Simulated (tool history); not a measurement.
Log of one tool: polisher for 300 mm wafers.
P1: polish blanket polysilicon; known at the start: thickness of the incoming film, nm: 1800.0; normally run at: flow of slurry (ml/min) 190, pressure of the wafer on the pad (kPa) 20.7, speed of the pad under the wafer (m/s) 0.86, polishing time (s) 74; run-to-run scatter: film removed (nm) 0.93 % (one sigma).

run	hour	flow of slurry (ml/min)	pressure of the wafer on the pad (kPa)	speed of the pad under the wafer (m/s)	polishing time (s)	film removed (nm)
1	5.8	190	20.7	0.86	74	685.93
2	17.6	190	12.4	0.86	74	424.63
3	27.3	190	20.7	0.86	74	709.94
4	35.6	240	20.7	0.86	74	709.42
5	48.3	190	20.7	0.86	74	703.74
6	59.7	190	20.7	0.86	74	690.65
7	68	190	20.7	0.86	94	882.86
8	79.2	115	20.7	0.86	74	648.34
9	85.7	190	20.7	0.56	74	446.13
10	94.4	190	20.7	0.86	44	412.5
11	101.2	190	31	0.86	104	1500.2
# hour 107.7: head pressure recalibrated
12	113.6	190	20.7	0.86	74	705.77
13	124.9	190	31	0.56	74	691.54
14	134.7	190	20.7	1.18	74	954.12
15	143.3	190	31	0.86	74	1044
16	150.9	190	20.7	0.86	74	684.17
17	158.5	190	20.7	0.86	74	681.53
18	169	190	20.7	0.86	74	650.77
# hour 172.5: worn pad replaced by a new one
19	178.8	190	20.7	0.86	74	647.46
20	185.9	190	20.7	0.86	74	657.81
21	192.2	190	20.7	0.86	74	654.54
22	198	190	20.7	0.86	74	648.67
23	205.1	190	20.7	0.86	74	644.91

What P1 gives has crept away from where it was. These 2 causes fit the log equally well, each at the size given:
A: slurry flow missing at the pad, % = 37
B: head's pressure below its setpoint, % = 7.75
The creep began at about hour 150.9.
Why every other cause is out:
removal rate lost through wear of the pad, %: serviced at hour 172.5, which brought nothing back

4 check runs are offered, each on 5 wafers whose results are averaged, their results left as question marks. Which one tells the causes apart?
check 1	212.2	190	27.6	0.86	74	?
check 2	212.2	190	26.2	0.86	74	?
check 3	212.2	190	14.5	0.86	74	?
check 4	212.2	125	20.7	0.86	74	?

What each check would give under each cause:
check	result	if A	if B
check 1	film removed (nm)	856.68	856.68
check 2	film removed (nm)	813.85	813.85
check 3	film removed (nm)	449.76	449.76
check 4	film removed (nm)	576.45	598.13
How far apart the two closest causes lie, in the result that separates them most: check 1 0 %; check 2 0 %; check 3 0 %; check 4 3.69 %
Check 4 tells the causes apart: in the others they would give nearly the same result.

Then check 4 was run and gave: film removed (nm) 599.02. Which cause is it?

It is B: head's pressure below its setpoint, %.

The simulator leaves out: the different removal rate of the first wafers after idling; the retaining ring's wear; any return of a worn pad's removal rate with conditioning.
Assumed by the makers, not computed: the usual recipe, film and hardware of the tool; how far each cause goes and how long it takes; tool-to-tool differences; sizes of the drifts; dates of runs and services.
